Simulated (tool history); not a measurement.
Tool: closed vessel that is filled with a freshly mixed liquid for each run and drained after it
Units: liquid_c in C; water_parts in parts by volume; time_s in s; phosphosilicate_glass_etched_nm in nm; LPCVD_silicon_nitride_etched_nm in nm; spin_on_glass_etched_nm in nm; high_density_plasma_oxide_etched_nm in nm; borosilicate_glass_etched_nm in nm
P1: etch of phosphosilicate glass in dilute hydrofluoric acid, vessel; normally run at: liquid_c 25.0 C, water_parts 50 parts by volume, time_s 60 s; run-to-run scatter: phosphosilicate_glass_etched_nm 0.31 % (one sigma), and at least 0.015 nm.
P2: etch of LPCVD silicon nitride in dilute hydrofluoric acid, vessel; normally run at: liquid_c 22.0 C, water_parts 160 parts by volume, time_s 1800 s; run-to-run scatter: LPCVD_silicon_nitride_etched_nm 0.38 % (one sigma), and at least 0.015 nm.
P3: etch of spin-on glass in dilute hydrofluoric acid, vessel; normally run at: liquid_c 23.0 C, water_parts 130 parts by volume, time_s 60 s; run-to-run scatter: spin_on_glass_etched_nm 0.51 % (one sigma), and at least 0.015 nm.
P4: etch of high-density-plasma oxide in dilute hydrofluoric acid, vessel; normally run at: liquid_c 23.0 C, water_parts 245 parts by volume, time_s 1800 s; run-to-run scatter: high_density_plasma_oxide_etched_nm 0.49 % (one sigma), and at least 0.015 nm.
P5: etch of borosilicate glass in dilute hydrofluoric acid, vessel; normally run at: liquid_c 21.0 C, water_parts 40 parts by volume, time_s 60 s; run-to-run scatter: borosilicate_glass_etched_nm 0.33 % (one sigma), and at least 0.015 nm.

run,hour,process,liquid_c,water_parts,time_s,hours since the thermometer was replaced,hours since the hydrofluoric acid flow meter was replaced,phosphosilicate_glass_etched_nm,LPCVD_silicon_nitride_etched_nm,spin_on_glass_etched_nm,high_density_plasma_oxide_etched_nm,borosilicate_glass_etched_nm
1,16.7,P1,25.0,50,60,772.1,194.7,139.350,,,,
2,34.6,P2,22.0,160,1800,790.0,212.6,,5.6200,,,
3,49.1,P3,17.0,130,60,804.5,227.1,,,12.056,,
4,63.3,P1,20.5,50,60,818.7,241.3,115.710,,,,
5,81.9,P1,25.0,35,30,837.3,259.9,101.260,,,,
6,92.1,P1,25.0,50,30,847.5,270.1,69.687,,,,
7,102.2,P1,29.0,50,60,857.6,280.2,163.610,,,,
8,112.1,P3,23.0,130,115,867.5,290.1,,,29.589,,
9,125.2,P3,23.0,25,60,880.6,303.2,,,90.893,,
10,142.0,P3,23.0,130,60,897.4,320.0,,,15.465,,
11,160.1,P2,22.0,160,1800,915.5,338.1,,5.5949,,,
12,172.4,P2,22.0,245,1800,927.8,350.4,,3.6796,,,
13,184.0,P1,25.0,20,60,939.4,362.0,362.800,,,,
14,201.6,P4,19.0,245,1800,957.0,379.6,,,,25.8230,
15,220.3,P1,25.0,50,115,975.7,398.3,268.030,,,,
16,237.4,P4,23.0,60,1800,992.8,415.4,,,,151.7200,
17,253.2,P5,21.0,40,60,1008.6,431.2,,,,,44.754
18,272.5,P1,25.0,50,60,1027.9,450.5,140.230,,,,
19,289.0,P1,25.0,50,60,1044.4,467.0,140.340,,,,
20,298.5,P1,25.0,25,30,1053.9,476.5,144.530,,,,
21,312.8,P4,23.0,245,355,1068.2,490.8,,,,5.9574,
22,330.6,P5,17.0,40,60,1086.0,508.6,,,,,37.428
23,342.2,P1,25.0,50,60,1097.6,520.2,139.600,,,,
24,354.5,P5,21.0,20,60,1109.9,532.5,,,,,91.438
25,370.0,P1,25.0,85,60,1125.4,548.0,78.434,,,,
26,389.0,P5,21.0,40,30,1144.4,567.0,,,,,22.362
27,406.5,P2,17.5,160,1800,1161.9,584.5,,4.1541,,,
28,416.4,P1,25.0,50,60,1171.8,594.4,139.380,,,,
29,432.2,P5,21.0,40,60,1187.6,610.2,,,,,44.575
30,445.7,P2,22.0,160,3200,1201.1,623.7,,10.0260,,,
31,464.3,P4,23.0,245,1800,1219.7,642.3,,,,30.1290,
32,473.3,P1,25.0,50,60,1228.7,651.3,139.770,,,,
33,490.4,P1,25.0,50,60,1245.8,668.4,139.190,,,,
34,503.8,P1,25.0,50,60,1259.2,681.8,134.550,,,,
35,521.6,P1,25.0,50,60,1277.0,699.6,131.740,,,,
36,531.6,P1,25.0,50,60,1287.0,709.6,130.190,,,,
37,541.9,P1,25.0,50,60,1297.3,719.9,130.920,,,,
38,556.3,P1,25.0,50,60,1311.7,734.3,130.080,,,,
39,569.6,P1,25.0,50,60,1325.0,747.6,130.040,,,,

What P1 gives has crept away from where it was. These 2 causes fit the log equally well, each at the size given:
A: hydrofluoric acid flow below the setpoint (%) = 6.53
B: liquid colder than its thermometer reads (K) = 1.76
The creep began at about hour 490.4.

4 check runs are offered, one wafer each, their results left as question marks. Which one tells the causes apart?
check 1,582.9,P5,17.0,40,60,,,,,,,?
check 2,582.9,P4,23.0,60,445,,,,,,?,
check 3,582.9,P3,23.0,30,85,,,,,?,,
check 4,582.9,P2,19.0,160,3135,,,,?,,,

What each check would give under each cause:
check,result,if A,if B
check 1,borosilicate_glass_etched_nm,35.036,34.791
check 2,high_density_plasma_oxide_etched_nm,34.8380,34.8340
check 3,spin_on_glass_etched_nm,99.903,99.478
check 4,LPCVD_silicon_nitride_etched_nm,7.4950,7.1037
How far apart the two closest causes lie, in the result that separates them most: check 1 0.7 %; check 2 0.01 %; check 3 0.43 %; check 4 5.36 %
Only check 4 tells the causes apart: in the others they would give nearly the same result.

Then check 4 was run and gave: LPCVD_silicon_nitride_etched_nm 7.0778 nm. Which cause is it?

It is B: liquid colder than its thermometer reads (K).
